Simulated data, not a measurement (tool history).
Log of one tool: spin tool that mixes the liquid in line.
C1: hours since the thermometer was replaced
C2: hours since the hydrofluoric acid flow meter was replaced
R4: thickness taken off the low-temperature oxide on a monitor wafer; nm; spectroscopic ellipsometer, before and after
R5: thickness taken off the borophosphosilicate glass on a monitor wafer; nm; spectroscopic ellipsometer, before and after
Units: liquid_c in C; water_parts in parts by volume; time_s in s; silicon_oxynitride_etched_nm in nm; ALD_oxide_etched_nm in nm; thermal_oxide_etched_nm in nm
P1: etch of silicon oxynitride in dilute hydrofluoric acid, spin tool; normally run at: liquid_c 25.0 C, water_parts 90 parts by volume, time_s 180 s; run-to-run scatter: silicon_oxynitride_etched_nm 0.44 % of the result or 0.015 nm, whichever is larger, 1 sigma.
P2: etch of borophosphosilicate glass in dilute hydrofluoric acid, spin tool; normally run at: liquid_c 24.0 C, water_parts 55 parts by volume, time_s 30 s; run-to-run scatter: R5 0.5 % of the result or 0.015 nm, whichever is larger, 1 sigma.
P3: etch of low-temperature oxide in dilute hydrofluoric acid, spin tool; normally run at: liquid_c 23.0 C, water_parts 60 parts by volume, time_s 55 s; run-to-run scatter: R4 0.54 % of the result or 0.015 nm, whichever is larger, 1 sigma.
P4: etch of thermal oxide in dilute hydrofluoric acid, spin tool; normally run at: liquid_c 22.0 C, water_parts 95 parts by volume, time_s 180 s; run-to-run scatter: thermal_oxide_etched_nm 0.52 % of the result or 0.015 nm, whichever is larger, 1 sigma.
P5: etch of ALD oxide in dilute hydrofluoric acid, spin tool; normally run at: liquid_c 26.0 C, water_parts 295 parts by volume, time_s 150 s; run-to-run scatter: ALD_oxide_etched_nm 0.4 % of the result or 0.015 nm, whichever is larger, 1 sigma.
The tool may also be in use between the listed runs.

run 1 hour=10.9 | process=P1 liquid_c=25.0 water_parts=90 time_s=180 | C1=1187.8 C2=195.8 | silicon_oxynitride_etched_nm=6.2676
run 2 hour=22.2 | process=P5 liquid_c=26.0 water_parts=295 time_s=150 | C1=1199.1 C2=207.1 | ALD_oxide_etched_nm=9.9403
run 3 hour=33.5 | process=P1 liquid_c=25.0 water_parts=55 time_s=180 | C1=1210.4 C2=218.4 | silicon_oxynitride_etched_nm=10.5580
-- hour=40.9 hydrofluoric acid flow meter replaced
run 4 hour=45.9 | process=P1 liquid_c=25.0 water_parts=90 time_s=180 | C1=1222.8 C2=5.0 | silicon_oxynitride_etched_nm=6.3330
run 5 hour=57.7 | process=P5 liquid_c=26.0 water_parts=295 time_s=280 | C1=1234.6 C2=16.8 | ALD_oxide_etched_nm=18.5990
run 6 hour=72.3 | process=P4 liquid_c=22.0 water_parts=35 time_s=180 | C1=1249.2 C2=31.4 | thermal_oxide_etched_nm=24.2950
run 7 hour=87.4 | process=P3 liquid_c=23.0 water_parts=20 time_s=55 | C1=1264.3 C2=46.5 | R4=42.6430
run 8 hour=95.9 | process=P1 liquid_c=25.0 water_parts=145 time_s=180 | C1=1272.8 C2=55.0 | silicon_oxynitride_etched_nm=3.7349
run 9 hour=109.5 | process=P1 liquid_c=18.5 water_parts=120 time_s=180 | C1=1286.4 C2=68.6 | silicon_oxynitride_etched_nm=3.4009
run 10 hour=121.6 | process=P4 liquid_c=22.0 water_parts=95 time_s=180 | C1=1298.5 C2=80.7 | thermal_oxide_etched_nm=8.3781
run 11 hour=137.0 | process=P4 liquid_c=22.0 water_parts=95 time_s=50 | C1=1313.9 C2=96.1 | thermal_oxide_etched_nm=2.3198
run 12 hour=147.7 | process=P1 liquid_c=25.0 water_parts=90 time_s=180 | C1=1324.6 C2=106.8 | silicon_oxynitride_etched_nm=6.2088
run 13 hour=154.5 | process=P3 liquid_c=23.0 water_parts=60 time_s=55 | C1=1331.4 C2=113.6 | R4=13.4710
run 14 hour=168.5 | process=P2 liquid_c=24.0 water_parts=55 time_s=15 | C1=1345.4 C2=127.6 | R5=12.227
run 15 hour=178.1 | process=P1 liquid_c=25.0 water_parts=90 time_s=180 | C1=1355.0 C2=137.2 | silicon_oxynitride_etched_nm=6.3430
run 16 hour=192.2 | process=P3 liquid_c=28.5 water_parts=60 time_s=55 | C1=1369.1 C2=151.3 | R4=16.8380
run 17 hour=200.0 | process=P1 liquid_c=30.0 water_parts=90 time_s=180 | C1=1376.9 C2=159.1 | silicon_oxynitride_etched_nm=7.9337
run 18 hour=209.3 | process=P3 liquid_c=23.0 water_parts=60 time_s=55 | C1=1386.2 C2=168.4 | R4=13.5230
run 19 hour=217.7 | process=P4 liquid_c=18.0 water_parts=95 time_s=180 | C1=1394.6 C2=176.8 | thermal_oxide_etched_nm=7.0498
run 20 hour=231.9 | process=P1 liquid_c=19.5 water_parts=145 time_s=180 | C1=1408.8 C2=191.0 | silicon_oxynitride_etched_nm=2.8665
run 21 hour=244.9 | process=P1 liquid_c=25.0 water_parts=45 time_s=300 | C1=1421.8 C2=204.0 | silicon_oxynitride_etched_nm=21.8520
run 22 hour=253.4 | process=P1 liquid_c=25.0 water_parts=90 time_s=325 | C1=1430.3 C2=212.5 | silicon_oxynitride_etched_nm=11.3620
run 23 hour=262.0 | process=P1 liquid_c=25.0 water_parts=90 time_s=90 | C1=1438.9 C2=221.1 | silicon_oxynitride_etched_nm=3.1401
-- hour=269.6 thermometer replaced
run 24 hour=272.3 | process=P2 liquid_c=24.0 water_parts=55 time_s=30 | C1=2.8 C2=231.4 | R5=24.288
run 25 hour=282.6 | process=P2 liquid_c=28.5 water_parts=55 time_s=30 | C1=13.1 C2=241.7 | R5=29.471
run 26 hour=297.2 | process=P2 liquid_c=24.0 water_parts=85 time_s=30 | C1=27.7 C2=256.3 | R5=15.196
run 27 hour=306.2 | process=P3 liquid_c=23.0 water_parts=60 time_s=15 | C1=36.7 C2=265.3 | R4=3.6656
run 28 hour=313.1 | process=P1 liquid_c=21.5 water_parts=90 time_s=180 | C1=43.6 C2=272.2 | silicon_oxynitride_etched_nm=5.3172
run 29 hour=320.5 | process=P1 liquid_c=25.0 water_parts=90 time_s=180 | C1=51.0 C2=279.6 | silicon_oxynitride_etched_nm=6.2335
run 30 hour=335.6 | process=P5 liquid_c=19.0 water_parts=295 time_s=150 | C1=66.1 C2=294.7 | ALD_oxide_etched_nm=7.7806
run 31 hour=349.0 | process=P5 liquid_c=26.0 water_parts=295 time_s=150 | C1=79.5 C2=308.1 | ALD_oxide_etched_nm=10.0760
run 32 hour=361.3 | process=P5 liquid_c=26.0 water_parts=505 time_s=150 | C1=91.8 C2=320.4 | ALD_oxide_etched_nm=4.7754
run 33 hour=368.6 | process=P1 liquid_c=25.0 water_parts=90 time_s=180 | C1=99.1 C2=327.7 | silicon_oxynitride_etched_nm=6.2753
run 34 hour=381.0 | process=P1 liquid_c=25.0 water_parts=90 time_s=180 | C1=111.5 C2=340.1 | silicon_oxynitride_etched_nm=5.9585
run 35 hour=387.8 | process=P1 liquid_c=25.0 water_parts=90 time_s=180 | C1=118.3 C2=346.9 | silicon_oxynitride_etched_nm=5.9535
run 36 hour=398.1 | process=P1 liquid_c=25.0 water_parts=90 time_s=180 | C1=128.6 C2=357.2 | silicon_oxynitride_etched_nm=5.8649
run 37 hour=410.7 | process=P1 liquid_c=25.0 water_parts=90 time_s=180 | C1=141.2 C2=369.8 | silicon_oxynitride_etched_nm=5.8538
run 38 hour=423.2 | process=P1 liquid_c=25.0 water_parts=90 time_s=180 | C1=153.7 C2=382.3 | silicon_oxynitride_etched_nm=5.7912
run 39 hour=432.8 | process=P1 liquid_c=25.0 water_parts=90 time_s=180 | C1=163.3 C2=391.9 | silicon_oxynitride_etched_nm=5.8350

What P1 gives has crept away from where it was. These 2 causes fit the log equally well, each at the size given:
A: liquid colder than its thermometer reads (K) = 1.62
B: hydrofluoric acid flow below the setpoint (%) = 6.84
The creep began at about hour 368.6.

4 check runs are offered, one wafer each, their results left as question marks. Which one tells the causes apart?
run check 1 hour=442.4 | process=P2 liquid_c=24.0 water_parts=75 time_s=15 | R5=?
run check 2 hour=442.4 | process=P5 liquid_c=26.0 water_parts=460 time_s=215 | ALD_oxide_etched_nm=?
run check 3 hour=442.4 | process=P3 liquid_c=27.5 water_parts=20 time_s=55 | R4=?
run check 4 hour=442.4 | process=P4 liquid_c=18.5 water_parts=50 time_s=180 | thermal_oxide_etched_nm=?

What each check would give under each cause:
check=check_1 result=R5 if_A=8.1685 if_B=8.0705
check=check_2 result=ALD_oxide_etched_nm if_A=7.4548 if_B=7.0934
check=check_3 result=R4 if_A=48.1290 if_B=47.8400
check=check_4 result=thermal_oxide_etched_nm if_A=13.4080 if_B=13.3410
How far apart the two closest causes lie, in the result that separates them most: check 1 1.21 %; check 2 4.97 %; check 3 0.6 %; check 4 0.5 %
Check 2 tells the causes apart: in the others they would give nearly the same result.

Check 2 was then run and gave: ALD_oxide_etched_nm 7.1184 nm. Which cause is it?

It is B: hydrofluoric acid flow below the setpoint (%).

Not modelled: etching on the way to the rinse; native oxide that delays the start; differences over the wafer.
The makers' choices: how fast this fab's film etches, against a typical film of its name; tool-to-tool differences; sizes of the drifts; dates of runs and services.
